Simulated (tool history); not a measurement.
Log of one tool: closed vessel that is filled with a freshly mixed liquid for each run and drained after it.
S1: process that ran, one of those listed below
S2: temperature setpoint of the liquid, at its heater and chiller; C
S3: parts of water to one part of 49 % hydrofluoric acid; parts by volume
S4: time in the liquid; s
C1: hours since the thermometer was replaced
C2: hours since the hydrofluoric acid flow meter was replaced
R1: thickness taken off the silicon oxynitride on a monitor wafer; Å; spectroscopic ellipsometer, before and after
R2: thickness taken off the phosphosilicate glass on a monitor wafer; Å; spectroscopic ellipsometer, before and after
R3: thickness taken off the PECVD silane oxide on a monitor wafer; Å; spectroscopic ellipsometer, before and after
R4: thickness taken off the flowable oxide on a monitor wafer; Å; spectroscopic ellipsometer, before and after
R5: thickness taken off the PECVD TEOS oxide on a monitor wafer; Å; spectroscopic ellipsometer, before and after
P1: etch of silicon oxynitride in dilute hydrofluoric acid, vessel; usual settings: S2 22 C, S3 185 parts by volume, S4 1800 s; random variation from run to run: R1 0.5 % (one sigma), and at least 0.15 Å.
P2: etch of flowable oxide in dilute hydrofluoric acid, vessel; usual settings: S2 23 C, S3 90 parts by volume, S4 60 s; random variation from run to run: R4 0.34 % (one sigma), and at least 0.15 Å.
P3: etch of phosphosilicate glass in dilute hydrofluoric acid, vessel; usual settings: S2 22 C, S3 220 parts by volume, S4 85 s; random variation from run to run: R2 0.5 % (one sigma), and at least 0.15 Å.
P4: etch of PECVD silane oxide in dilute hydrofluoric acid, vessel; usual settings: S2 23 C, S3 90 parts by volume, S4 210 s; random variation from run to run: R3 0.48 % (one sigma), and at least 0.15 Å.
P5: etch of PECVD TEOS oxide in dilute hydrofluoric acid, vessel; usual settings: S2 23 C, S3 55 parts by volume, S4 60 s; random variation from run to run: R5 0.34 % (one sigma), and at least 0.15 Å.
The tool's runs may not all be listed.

run	hour	S1	S2	S3	S4	C1	C2	R1	R2	R3	R4	R5
1	8.4	P1	22	185	1800	220.3	60.6	222.85				
2	19.1	P3	22	70	85	231	71.3		1099.3			
3	30	P3	26.5	220	85	241.9	82.2		349.27			
4	39	P4	23	90	210	250.9	91.2			510.02		
5	50.5	P4	23	45	210	262.4	102.7			1079.5		
6	64.8	P1	22	185	1800	276.7	117	224.62				
7	72.4	P1	22	185	1800	284.3	124.6	222.24				
8	85.8	P2	30.5	90	60	297.7	138				481.05	
9	92.9	P1	22	185	970	304.8	145.1	120.48				
10	101.1	P4	29	90	210	313	153.3			648.74		
11	108.2	P2	23	90	30	320.1	160.4				179.47	
12	119.4	P1	17	75	1800	331.3	171.6	460.73				
13	126.5	P2	23	35	60	338.4	178.7				988.26	
14	138.5	P3	22	220	30	350.4	190.7		103.7			
# hour 143.4: thermometer replaced
15	149.5	P1	22	185	1800	6.1	201.7	222.14				
16	159.3	P3	22	220	85	15.9	211.5		293.83			
17	166	P5	23	20	60	22.6	218.2					852.42
18	180.1	P5	31	55	60	36.7	232.3					410.25
19	193.4	P5	23	55	30	50	245.6					148.78
20	202.1	P4	23	90	305	58.7	254.3			746.5		
21	213.6	P1	17	185	1800	70.2	265.8	175.79				
22	222.5	P1	22	315	1800	79.1	274.7	119.29				
23	232	P1	22	110	1800	88.6	284.2	396.92				
24	244.3	P3	22	220	85	100.9	296.5		296.79			
25	254.5	P2	23	90	60	111.1	306.7				359.01	
26	267.9	P1	28	185	1800	124.5	320.1	288.15				
27	281.7	P5	23	55	60	138.3	333.9					297.24
28	292.2	P4	23	90	210	148.8	344.4			513.76		
29	304.7	P1	22	185	2800	161.3	356.9	344.66				
30	314.4	P1	22	185	1800	171	366.6	222.08				
31	320.9	P1	22	185	1800	177.5	373.1	215.63				
32	329	P1	22	185	1800	185.6	381.2	212.78				
33	336.8	P1	22	185	1800	193.4	389	209.8				
34	344.1	P1	22	185	1800	200.7	396.3	206.84				

Forecast run 35:
35	352.9	P1	22	185	1800	209.5	405.1	?				

R1: 204.37 Å

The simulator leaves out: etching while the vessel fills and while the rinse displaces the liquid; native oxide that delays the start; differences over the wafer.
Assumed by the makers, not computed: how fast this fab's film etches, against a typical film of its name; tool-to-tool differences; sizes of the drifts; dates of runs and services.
